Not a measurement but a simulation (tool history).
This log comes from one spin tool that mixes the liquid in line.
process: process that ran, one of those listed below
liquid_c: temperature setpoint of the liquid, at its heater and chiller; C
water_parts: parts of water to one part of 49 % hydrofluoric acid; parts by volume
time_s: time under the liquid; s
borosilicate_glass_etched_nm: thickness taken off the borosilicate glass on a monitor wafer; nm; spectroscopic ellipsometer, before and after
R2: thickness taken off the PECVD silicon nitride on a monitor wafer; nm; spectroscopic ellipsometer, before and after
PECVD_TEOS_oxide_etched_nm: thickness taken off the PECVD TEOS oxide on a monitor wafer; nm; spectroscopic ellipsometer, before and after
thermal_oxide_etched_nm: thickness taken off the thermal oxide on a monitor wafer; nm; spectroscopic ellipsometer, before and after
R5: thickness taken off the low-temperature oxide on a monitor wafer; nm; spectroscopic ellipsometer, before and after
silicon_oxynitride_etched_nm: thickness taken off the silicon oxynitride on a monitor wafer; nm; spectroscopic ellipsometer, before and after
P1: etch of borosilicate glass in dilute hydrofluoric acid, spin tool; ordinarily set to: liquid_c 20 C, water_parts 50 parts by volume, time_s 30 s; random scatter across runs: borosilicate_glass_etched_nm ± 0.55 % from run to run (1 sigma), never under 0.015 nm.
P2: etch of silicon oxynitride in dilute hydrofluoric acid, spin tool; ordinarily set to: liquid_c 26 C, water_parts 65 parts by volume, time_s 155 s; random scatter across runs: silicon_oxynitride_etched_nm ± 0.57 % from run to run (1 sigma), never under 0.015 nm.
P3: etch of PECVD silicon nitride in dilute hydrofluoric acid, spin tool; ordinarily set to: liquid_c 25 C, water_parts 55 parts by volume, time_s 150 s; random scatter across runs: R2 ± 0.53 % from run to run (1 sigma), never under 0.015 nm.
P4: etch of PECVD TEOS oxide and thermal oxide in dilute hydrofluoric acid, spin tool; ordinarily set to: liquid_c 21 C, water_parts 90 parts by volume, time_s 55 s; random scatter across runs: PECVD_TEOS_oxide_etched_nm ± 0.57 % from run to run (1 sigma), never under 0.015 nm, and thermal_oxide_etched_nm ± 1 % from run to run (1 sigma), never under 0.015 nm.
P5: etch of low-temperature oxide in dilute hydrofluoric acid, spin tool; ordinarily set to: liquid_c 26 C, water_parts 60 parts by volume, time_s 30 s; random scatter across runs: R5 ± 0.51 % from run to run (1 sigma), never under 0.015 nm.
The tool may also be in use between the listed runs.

{"run": 1, "day": 0.454, "process": "P1", "liquid_c": 20, "water_parts": 50, "time_s": 30, "borosilicate_glass_etched_nm": 30.982}
{"run": 2, "day": 0.942, "process": "P1", "liquid_c": 28, "water_parts": 50, "time_s": 30, "borosilicate_glass_etched_nm": 43.074}
{"run": 3, "day": 1.312, "process": "P3", "liquid_c": 25, "water_parts": 55, "time_s": 150, "R2": 5.0695}
{"run": 4, "day": 1.754, "process": "P1", "liquid_c": 20, "water_parts": 50, "time_s": 15, "borosilicate_glass_etched_nm": 15.543}
{"run": 5, "day": 2.179, "process": "P4", "liquid_c": 21, "water_parts": 90, "time_s": 15, "PECVD_TEOS_oxide_etched_nm": 2.5569, "thermal_oxide_etched_nm": 0.72111}
{"run": 6, "day": 2.625, "process": "P1", "liquid_c": 20, "water_parts": 50, "time_s": 30, "borosilicate_glass_etched_nm": 30.888}
{"run": 7, "day": 3.204, "process": "P4", "liquid_c": 21, "water_parts": 90, "time_s": 55, "PECVD_TEOS_oxide_etched_nm": 9.4217, "thermal_oxide_etched_nm": 2.7299}
{"run": 8, "day": 3.629, "process": "P1", "liquid_c": 20, "water_parts": 50, "time_s": 30, "borosilicate_glass_etched_nm": 30.851}
{"run": 9, "day": 4.192, "process": "P1", "liquid_c": 20, "water_parts": 50, "time_s": 30, "borosilicate_glass_etched_nm": 30.882}
{"run": 10, "day": 4.746, "process": "P5", "liquid_c": 26, "water_parts": 60, "time_s": 30, "R5": 13.06}
{"run": 11, "day": 5.271, "process": "P2", "liquid_c": 26, "water_parts": 65, "time_s": 260, "silicon_oxynitride_etched_nm": 22.085}
{"run": 12, "day": 5.596, "process": "P1", "liquid_c": 20, "water_parts": 20, "time_s": 30, "borosilicate_glass_etched_nm": 80.808}
{"run": 13, "day": 6.104, "process": "P5", "liquid_c": 34, "water_parts": 60, "time_s": 30, "R5": 17.821}
{"run": 14, "day": 6.662, "process": "P3", "liquid_c": 25, "water_parts": 100, "time_s": 150, "R2": 2.7913}
{"run": 15, "day": 7.112, "process": "P1", "liquid_c": 20, "water_parts": 75, "time_s": 30, "borosilicate_glass_etched_nm": 19.928}
{"run": 16, "day": 7.517, "process": "P2", "liquid_c": 26, "water_parts": 65, "time_s": 155, "silicon_oxynitride_etched_nm": 13.147}
{"run": 17, "day": 7.929, "process": "P3", "liquid_c": 25, "water_parts": 55, "time_s": 150, "R2": 5.0687}
{"run": 18, "day": 8.321, "process": "P4", "liquid_c": 21, "water_parts": 35, "time_s": 55, "PECVD_TEOS_oxide_etched_nm": 25.787, "thermal_oxide_etched_nm": 7.2982}
{"run": 19, "day": 8.658, "process": "P1", "liquid_c": 20, "water_parts": 50, "time_s": 55, "borosilicate_glass_etched_nm": 56.832}
{"run": 20, "day": 9.154, "process": "P3", "liquid_c": 31, "water_parts": 55, "time_s": 150, "R2": 7.4558}
{"run": 21, "day": 9.6, "process": "P5", "liquid_c": 26, "water_parts": 35, "time_s": 30, "R5": 23.248}
{"run": 22, "day": 10.021, "process": "P2", "liquid_c": 33.5, "water_parts": 65, "time_s": 155, "silicon_oxynitride_etched_nm": 18.54}
{"run": 23, "day": 10.429, "process": "P1", "liquid_c": 20, "water_parts": 20, "time_s": 50, "borosilicate_glass_etched_nm": 134.51}
{"run": 24, "day": 10.721, "process": "P2", "liquid_c": 26, "water_parts": 100, "time_s": 155, "silicon_oxynitride_etched_nm": 8.2452}
{"run": 25, "day": 11.154, "process": "P1", "liquid_c": 17, "water_parts": 50, "time_s": 30, "borosilicate_glass_etched_nm": 27.403}
{"run": 26, "day": 11.592, "process": "P1", "liquid_c": 20, "water_parts": 50, "time_s": 30, "borosilicate_glass_etched_nm": 31.235}
{"run": 27, "day": 12.112, "process": "P5", "liquid_c": 26, "water_parts": 60, "time_s": 50, "R5": 21.743}
{"run": 28, "day": 12.546, "process": "P3", "liquid_c": 25, "water_parts": 55, "time_s": 215, "R2": 7.2206}
{"run": 29, "day": 12.846, "process": "P4", "liquid_c": 28, "water_parts": 90, "time_s": 55, "PECVD_TEOS_oxide_etched_nm": 12.353, "thermal_oxide_etched_nm": 3.5707}
{"run": 30, "day": 13.121, "process": "P1", "liquid_c": 20, "water_parts": 50, "time_s": 30, "borosilicate_glass_etched_nm": 30.943}
{"run": 31, "day": 13.588, "process": "P1", "liquid_c": 20, "water_parts": 50, "time_s": 30, "borosilicate_glass_etched_nm": 31.831}
{"run": 32, "day": 14.167, "process": "P1", "liquid_c": 20, "water_parts": 50, "time_s": 30, "borosilicate_glass_etched_nm": 32.681}
{"run": 33, "day": 14.488, "process": "P1", "liquid_c": 20, "water_parts": 50, "time_s": 30, "borosilicate_glass_etched_nm": 32.642}
{"run": 34, "day": 14.771, "process": "P1", "liquid_c": 20, "water_parts": 50, "time_s": 30, "borosilicate_glass_etched_nm": 32.718}
{"run": 35, "day": 15.033, "process": "P1", "liquid_c": 20, "water_parts": 50, "time_s": 30, "borosilicate_glass_etched_nm": 32.691}
{"run": 36, "day": 15.442, "process": "P1", "liquid_c": 20, "water_parts": 50, "time_s": 30, "borosilicate_glass_etched_nm": 32.934}
{"run": 37, "day": 15.746, "process": "P1", "liquid_c": 20, "water_parts": 50, "time_s": 30, "borosilicate_glass_etched_nm": 32.944}
{"run": 38, "day": 16.046, "process": "P1", "liquid_c": 20, "water_parts": 50, "time_s": 30, "borosilicate_glass_etched_nm": 33.092}

What will run 39 give?
{"run": 39, "day": 16.308, "process": "P1", "liquid_c": 20, "water_parts": 50, "time_s": 30, "borosilicate_glass_etched_nm": "?"}

borosilicate_glass_etched_nm: 33.369 nm

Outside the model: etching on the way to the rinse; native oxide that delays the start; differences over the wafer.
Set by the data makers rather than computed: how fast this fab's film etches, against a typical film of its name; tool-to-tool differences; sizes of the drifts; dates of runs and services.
